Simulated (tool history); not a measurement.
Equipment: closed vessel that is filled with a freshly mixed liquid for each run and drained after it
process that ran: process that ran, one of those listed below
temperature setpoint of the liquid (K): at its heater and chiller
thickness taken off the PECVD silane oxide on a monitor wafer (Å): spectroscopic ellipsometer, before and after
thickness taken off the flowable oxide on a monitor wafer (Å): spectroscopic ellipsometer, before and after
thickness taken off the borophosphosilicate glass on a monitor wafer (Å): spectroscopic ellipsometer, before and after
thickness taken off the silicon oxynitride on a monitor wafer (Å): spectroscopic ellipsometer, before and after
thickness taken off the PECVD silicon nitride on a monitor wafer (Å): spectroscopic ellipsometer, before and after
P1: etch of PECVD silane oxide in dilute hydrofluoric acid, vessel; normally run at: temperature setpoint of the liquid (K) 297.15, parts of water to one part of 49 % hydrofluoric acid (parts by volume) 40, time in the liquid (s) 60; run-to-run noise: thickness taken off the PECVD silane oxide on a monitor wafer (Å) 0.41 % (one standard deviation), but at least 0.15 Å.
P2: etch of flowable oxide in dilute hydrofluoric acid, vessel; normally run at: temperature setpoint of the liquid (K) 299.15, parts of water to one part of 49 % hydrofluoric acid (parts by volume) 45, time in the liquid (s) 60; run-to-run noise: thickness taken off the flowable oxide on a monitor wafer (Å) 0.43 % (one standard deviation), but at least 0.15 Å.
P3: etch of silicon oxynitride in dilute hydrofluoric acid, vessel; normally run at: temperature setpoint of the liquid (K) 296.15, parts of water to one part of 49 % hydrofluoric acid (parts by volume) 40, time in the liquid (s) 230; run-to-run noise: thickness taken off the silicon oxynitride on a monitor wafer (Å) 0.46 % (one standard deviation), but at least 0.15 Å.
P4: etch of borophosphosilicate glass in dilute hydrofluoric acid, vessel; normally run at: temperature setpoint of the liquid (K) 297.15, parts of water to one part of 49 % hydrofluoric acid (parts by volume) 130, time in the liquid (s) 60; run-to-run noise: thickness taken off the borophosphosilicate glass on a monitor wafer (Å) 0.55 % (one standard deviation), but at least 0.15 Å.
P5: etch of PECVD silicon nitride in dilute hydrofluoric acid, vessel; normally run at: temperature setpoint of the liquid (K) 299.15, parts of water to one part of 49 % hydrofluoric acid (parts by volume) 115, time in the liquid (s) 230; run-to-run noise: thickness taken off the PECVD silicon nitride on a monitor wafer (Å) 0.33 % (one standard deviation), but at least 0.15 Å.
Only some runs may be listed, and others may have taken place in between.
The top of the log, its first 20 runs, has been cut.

run	hour	process that ran	temperature setpoint of the liquid (K)	parts of water to one part of 49 % hydrofluoric acid (parts by volume)	time in the liquid (s)	thickness taken off the PECVD silane oxide on a monitor wafer (Å)	thickness taken off the flowable oxide on a monitor wafer (Å)	thickness taken off the borophosphosilicate glass on a monitor wafer (Å)	thickness taken off the silicon oxynitride on a monitor wafer (Å)	thickness taken off the PECVD silicon nitride on a monitor wafer (Å)
21	100.6	P5	299.15	115	230					87.345
# hour 106.7: thermometer replaced
22	107.3	P1	303.15	70	60	331.94				
23	113.1	P1	297.15	40	60	476.7				
24	116.9	P2	299.15	45	60		512.82			
25	121.5	P1	297.15	40	60	478.17				
26	127	P1	303.65	20	60	1287.4				
27	130.6	P5	299.15	115	230					87.192
28	133.6	P2	299.15	45	30		255.21			
29	139.7	P3	296.15	55	230				102.46	
30	145.3	P4	297.15	130	60			274.98		
31	149.3	P1	297.15	40	60	479.32				

Run 32 is up next; what results do you expect?
32	154.2	P1	297.15	40	60	?				

{"run 32": {"thickness taken off the PECVD silane oxide on a monitor wafer (Å)": 493.23}}
